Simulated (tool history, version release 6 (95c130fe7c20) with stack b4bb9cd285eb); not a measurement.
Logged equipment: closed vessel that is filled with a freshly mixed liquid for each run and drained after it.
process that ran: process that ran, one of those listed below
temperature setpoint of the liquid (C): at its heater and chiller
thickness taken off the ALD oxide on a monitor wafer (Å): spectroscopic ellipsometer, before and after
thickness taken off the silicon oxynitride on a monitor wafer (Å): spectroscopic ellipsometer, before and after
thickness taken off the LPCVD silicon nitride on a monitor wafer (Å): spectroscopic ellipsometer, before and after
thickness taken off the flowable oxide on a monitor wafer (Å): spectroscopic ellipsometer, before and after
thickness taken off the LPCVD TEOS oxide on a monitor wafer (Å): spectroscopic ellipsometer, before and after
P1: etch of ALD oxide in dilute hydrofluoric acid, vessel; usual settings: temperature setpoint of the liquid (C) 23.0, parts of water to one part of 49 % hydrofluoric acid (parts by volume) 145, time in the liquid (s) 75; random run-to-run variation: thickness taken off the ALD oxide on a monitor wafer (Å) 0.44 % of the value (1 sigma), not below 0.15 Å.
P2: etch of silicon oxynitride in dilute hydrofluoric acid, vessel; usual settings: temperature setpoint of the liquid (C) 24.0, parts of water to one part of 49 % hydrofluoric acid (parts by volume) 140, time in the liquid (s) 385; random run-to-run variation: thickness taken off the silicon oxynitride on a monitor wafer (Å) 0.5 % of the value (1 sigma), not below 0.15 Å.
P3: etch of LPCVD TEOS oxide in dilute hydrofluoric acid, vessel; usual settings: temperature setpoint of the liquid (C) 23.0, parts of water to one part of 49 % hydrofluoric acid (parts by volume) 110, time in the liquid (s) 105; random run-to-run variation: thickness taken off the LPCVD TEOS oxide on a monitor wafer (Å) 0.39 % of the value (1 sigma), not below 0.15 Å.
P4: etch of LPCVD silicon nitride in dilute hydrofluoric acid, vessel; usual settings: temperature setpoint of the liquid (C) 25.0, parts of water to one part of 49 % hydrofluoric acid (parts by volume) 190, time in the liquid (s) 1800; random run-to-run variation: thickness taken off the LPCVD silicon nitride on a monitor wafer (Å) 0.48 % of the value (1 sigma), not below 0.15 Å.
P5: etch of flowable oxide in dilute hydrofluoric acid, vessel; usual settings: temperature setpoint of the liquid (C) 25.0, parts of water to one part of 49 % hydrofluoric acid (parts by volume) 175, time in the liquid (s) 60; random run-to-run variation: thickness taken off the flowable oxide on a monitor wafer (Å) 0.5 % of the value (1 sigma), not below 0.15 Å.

run,hour,process that ran,temperature setpoint of the liquid (C),parts of water to one part of 49 % hydrofluoric acid (parts by volume),time in the liquid (s),thickness taken off the ALD oxide on a monitor wafer (Å),thickness taken off the silicon oxynitride on a monitor wafer (Å),thickness taken off the LPCVD silicon nitride on a monitor wafer (Å),thickness taken off the flowable oxide on a monitor wafer (Å),thickness taken off the LPCVD TEOS oxide on a monitor wafer (Å)
1,6.2,P1,23.0,145,75,126.500,,,,
2,15.4,P2,24.0,140,665,,67.288,,,
3,20.2,P1,29.0,245,75,83.352,,,,
4,27.5,P2,24.0,215,385,,24.154,,,
5,31.8,P2,24.0,140,385,,39.303,,,
6,37.2,P4,25.0,190,360,,,12.374,,
7,41.5,P5,25.0,175,60,,,,185.290,
8,47.2,P4,30.5,190,1800,,,86.949,,
9,54.0,P1,27.5,145,30,59.895,,,,
10,60.9,P1,23.0,145,30,50.248,,,,
11,67.8,P1,23.0,145,75,126.130,,,,
12,76.6,P3,23.0,110,105,,,,,412.39
13,86.0,P4,25.0,190,1800,,,62.285,,
14,92.9,P1,31.0,145,75,170.600,,,,
15,98.8,P1,23.0,145,115,193.010,,,,
16,105.7,P1,18.0,145,125,173.150,,,,
17,114.7,P5,25.0,25,60,,,,1578.700,
18,124.1,P3,31.0,110,105,,,,,560.42
19,131.2,P1,23.0,145,75,126.790,,,,
20,139.8,P1,17.0,145,75,99.141,,,,
21,149.0,P4,25.0,40,1800,,,288.840,,
22,154.6,P1,23.0,145,75,126.060,,,,
23,160.3,P1,23.0,80,75,247.030,,,,
24,168.9,P3,23.0,55,105,,,,,883.06
25,178.4,P2,31.0,140,385,,53.715,,,
26,187.1,P1,23.0,145,75,126.830,,,,
27,195.3,P3,23.0,110,105,,,,,411.71
28,204.7,P4,25.0,190,1800,,,62.068,,
29,209.6,P1,23.0,145,75,125.750,,,,
30,217.6,P5,20.0,175,60,,,,154.570,
31,224.2,P3,23.0,110,160,,,,,630.18
32,233.0,P5,25.0,175,30,,,,93.247,
33,238.6,P1,23.0,235,75,71.053,,,,
34,247.4,P1,23.0,145,75,125.540,,,,
35,256.0,P1,23.0,145,75,129.040,,,,
36,264.4,P1,23.0,145,75,132.100,,,,
37,272.4,P1,23.0,145,75,132.810,,,,
38,281.7,P1,23.0,145,75,133.970,,,,
39,290.1,P1,23.0,145,75,134.460,,,,
40,297.6,P1,23.0,145,75,134.730,,,,
41,305.8,P1,23.0,145,75,134.840,,,,
42,312.9,P1,23.0,145,75,134.080,,,,

What P1 gives has crept away from where it was. These 2 causes fit the log equally well, each at the size given:
A: hydrofluoric acid flow above the setpoint (%) = 6.04
B: liquid hotter than its thermometer reads (K) = 1.77
The drift started at roughly hour 247.4.

Consider the 4 single-wafer check runs listed below, results given as question marks: which one distinguishes between the causes by giving clearly different results for each?
check 1,320.0,P3,23.0,75,150,,,,,?
check 2,320.0,P2,30.0,140,565,,?,,,
check 3,320.0,P4,25.0,45,935,,,?,,
check 4,320.0,P5,25.0,50,60,,,,?,

What every check run would give for each of its results, assuming each possible cause in turn:
check,result,if A,if B
check 1,thickness taken off the LPCVD TEOS oxide on a monitor wafer (Å),961.35,968.63
check 2,thickness taken off the silicon oxynitride on a monitor wafer (Å),80.356,81.171
check 3,thickness taken off the LPCVD silicon nitride on a monitor wafer (Å),141.790,150.670
check 4,thickness taken off the flowable oxide on a monitor wafer (Å),810.730,818.220
Separation of the two closest causes in each check, using whichever result separates them best: check 1 0.75 %; check 2 1.01 %; check 3 6.07 %; check 4 0.92 %
Of the check runs offered, only check 3 discriminates between the causes; the rest would read about the same regardless of which cause applies.

Then check 3 was run and gave: thickness taken off the LPCVD silicon nitride on a monitor wafer (Å) 151.800. Which cause is it?

It is B: liquid hotter than its thermometer reads (K).
